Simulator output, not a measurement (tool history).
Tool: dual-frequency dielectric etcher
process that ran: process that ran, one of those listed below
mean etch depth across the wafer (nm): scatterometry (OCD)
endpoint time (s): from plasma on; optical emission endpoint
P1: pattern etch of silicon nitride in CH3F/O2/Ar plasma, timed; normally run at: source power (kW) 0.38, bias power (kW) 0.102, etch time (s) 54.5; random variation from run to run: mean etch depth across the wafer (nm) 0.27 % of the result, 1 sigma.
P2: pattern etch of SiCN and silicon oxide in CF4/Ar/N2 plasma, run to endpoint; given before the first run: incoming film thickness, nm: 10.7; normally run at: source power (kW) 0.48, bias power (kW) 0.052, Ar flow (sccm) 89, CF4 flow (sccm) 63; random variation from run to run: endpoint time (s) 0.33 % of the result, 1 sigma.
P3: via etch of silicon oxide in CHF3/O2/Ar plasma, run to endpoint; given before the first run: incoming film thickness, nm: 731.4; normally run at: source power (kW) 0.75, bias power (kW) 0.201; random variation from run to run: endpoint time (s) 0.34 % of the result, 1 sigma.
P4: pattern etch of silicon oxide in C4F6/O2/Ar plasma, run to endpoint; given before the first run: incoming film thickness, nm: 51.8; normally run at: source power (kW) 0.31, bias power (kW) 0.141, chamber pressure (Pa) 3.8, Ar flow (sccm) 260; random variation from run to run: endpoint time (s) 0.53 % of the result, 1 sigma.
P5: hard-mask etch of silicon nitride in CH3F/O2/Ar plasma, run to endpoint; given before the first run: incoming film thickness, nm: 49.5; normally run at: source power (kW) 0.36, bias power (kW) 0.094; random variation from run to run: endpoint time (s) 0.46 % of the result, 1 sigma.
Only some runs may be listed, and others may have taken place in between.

run     day  process that ran  source power (kW)  bias power (kW)  etch time (s)  chamber pressure (Pa)  Ar flow (sccm)  CF4 flow (sccm)  hours since the last wet clean  hours since the last source power generator calibration  hours since the last bias power generator calibration  mean etch depth across the wafer (nm)  endpoint time (s)
  1   0.396                P1               0.38            0.102           54.5                                                                                   263.8                                                   1084.8                                                 1400.2                                 41.852
  2   0.829                P3               0.75             0.26                                                                                                  274.2                                                   1095.2                                                 1410.6                                                    300.96
  3   1.242                P5               0.36            0.134                                                                                                  284.1                                                   1105.1                                                 1420.5                                                    59.647
  4   1.575                P3               0.75            0.201                                                                                                  292.1                                                   1113.1                                                 1428.5                                                    330.42
  5    2.15                P1               0.51            0.102           54.5                                                                                   305.9                                                   1126.9                                                 1442.3                                  46.67
      2.321  -- source power generator calibrated
  6   2.654                P4               0.31            0.141                                   3.8             260                                              318                                                      8.1                                                 1454.4                                                    19.551
  7   3.138                P4               0.24            0.141                                   3.8             260                                            329.6                                                     19.7                                                   1466                                                    21.686
  8   3.533                P1                0.3            0.102           54.5                                                                                   339.1                                                     29.2                                                 1475.5                                 38.219
  9   4.042                P2               0.48            0.068                                                    89               63                           351.3                                                     41.4                                                 1487.7                                                    12.099
 10   4.408                P1                0.5            0.127           54.5                                                                                   360.1                                                     50.2                                                 1496.5                                 50.151
 11   4.779                P4               0.31            0.141                                  5.13             260                                              369                                                     59.1                                                 1505.4                                                    20.381
 12   5.333                P2               0.48            0.052                                                    89               63                           382.3                                                     72.4                                                 1518.7                                                    13.225
 13   5.612                P1               0.38            0.063           54.5                                                                                     389                                                     79.1                                                 1525.4                                 35.246
 14   6.129                P3               1.01            0.201                                                                                                  401.4                                                     91.5                                                 1537.8                                                    292.49
 15   6.438                P1               0.38            0.102           54.5                                                                                   408.8                                                     98.9                                                 1545.2                                 41.904
 16   6.746                P4               0.31            0.109                                   3.8             260                                            416.2                                                    106.3                                                 1552.6                                                    20.897
      6.996  -- wet clean of the chamber
 17   7.183                P1               0.38            0.102           54.5                                                                                     4.5                                                    116.8                                                 1563.1                                 41.904
 18   7.646                P3               0.75            0.201                                                                                                   15.6                                                    127.9                                                 1574.2                                                    329.63
 19   8.225                P1               0.38            0.102           54.5                                                                                    29.5                                                    141.8                                                 1588.1                                 41.902
 20   8.638                P1               0.38            0.102           54.5                                                                                    39.4                                                    151.7                                                   1598                                 41.822
 21   9.142                P2               0.48            0.052                                                    89               63                            51.5                                                    163.8                                                 1610.1                                                    13.277
 22   9.558                P1               0.38            0.102           76.5                                                                                    61.5                                                    173.8                                                 1620.1                                 58.769
 23  10.112                P4               0.31            0.141                                   3.8             207                                             74.8                                                    187.1                                                 1633.4                                                    19.025
 24  10.571                P2               0.48            0.052                                                   108               63                            85.8                                                    198.1                                                 1644.4                                                    13.696
 25  10.838                P2               0.62            0.052                                                    89               63                            92.2                                                    204.5                                                 1650.8                                                    10.495
 26  11.167                P5               0.36            0.094                                                                                                  100.1                                                    212.4                                                 1658.7                                                    68.122
 27   11.45                P2               0.48            0.052                                                    89               43                           106.9                                                    219.2                                                 1665.5                                                    14.172
 28  12.029                P5               0.43            0.094                                                                                                  120.8                                                    233.1                                                 1679.4                                                     63.65
 29  12.354                P1               0.38            0.102             31                                                                                   128.6                                                    240.9                                                 1687.2                                 23.912
 30  12.871                P1               0.38            0.102           54.5                                                                                     141                                                    253.3                                                 1699.6                                 41.886
 31  13.433                P1               0.38            0.133           54.5                                                                                   154.5                                                    266.8                                                 1713.1                                 46.187
 32  13.838                P1               0.38            0.102           54.5                                                                                   164.2                                                    276.5                                                 1722.8                                  41.78
 33  14.379                P1               0.38            0.102           54.5                                                                                   177.2                                                    289.5                                                 1735.8                                 42.012
 34  14.875                P1               0.38            0.102           54.5                                                                                   189.1                                                    301.4                                                 1747.7                                 42.246
 35  15.429                P1               0.38            0.102           54.5                                                                                   202.4                                                    314.7                                                   1761                                 42.324
 36  15.888                P1               0.38            0.102           54.5                                                                                   213.4                                                    325.7                                                   1772                                  42.56
 37  16.258                P1               0.38            0.102           54.5                                                                                   222.3                                                    334.6                                                 1780.9                                 42.345
 38  16.596                P1               0.38            0.102           54.5                                                                                   230.4                                                    342.7                                                   1789                                 42.422
 39  16.925                P1               0.38            0.102           54.5                                                                                   238.3                                                    350.6                                                 1796.9                                 42.316
     17.004  -- wet clean of the chamber
 40  17.221                P1               0.38            0.102           54.5                                                                                     5.3                                                    357.7                                                   1804                                 42.315
 41  17.646                P1               0.38            0.102           54.5                                                                                    15.5                                                    367.9                                                 1814.2                                 42.292
 42  18.088                P1               0.38            0.102           54.5                                                                                    26.1                                                    378.5                                                 1824.8                                 42.451

P1 has crept away from where it was. The log is fitted equally well by each of these 2 causes, at the sizes shown:
A: bias power that arrives over what is set, % = 3.73
B: source power that arrives over what is set, % = 3.73
The creep began at about day 13.838.
Other possible causes, and why each is ruled out:
chamber walls in a state that raises the etch rate, %: work on it at day 17.004, done after the drift set in, did not restore what the process gave before

Each of the check runs listed below is run on 2 wafers and reports their average, with the results left as question marks. Pick the one under which the possible causes would lead to clearly different results.
check 1  18.529                P2               0.48            0.052                                                    89               63                                                                                                                                                                                                         ?
check 2  18.529                P4               0.31            0.141                                   3.8             260                                                                                                                                                                                                                          ?
check 3  18.529                P5               0.36            0.094                                                                                                                                                                                                                                                                                ?
check 4  18.529                P3               0.75            0.201                                                                                                                                                                                                                                                                                ?

What every check run would give for each of its results, assuming each possible cause in turn:
  check             result    if A    if B
check 1  endpoint time (s)  13.083  12.808
check 2  endpoint time (s)  19.285  19.224
check 3  endpoint time (s)  67.247  67.231
check 4  endpoint time (s)   325.1   324.6
Gap, in per cent, between the two causes that each check separates least, read from the result that separates them most: check 1 2.12 %; check 2 0.32 %; check 3 0.02 %; check 4 0.15 %
Check 1 distinguishes between the causes, while the remaining checks would return nearly the same result for all of them.

Check 1 was then run and gave: endpoint time (s) 12.808. Which cause is it?

It was cause B: source power that arrives over what is set, %.
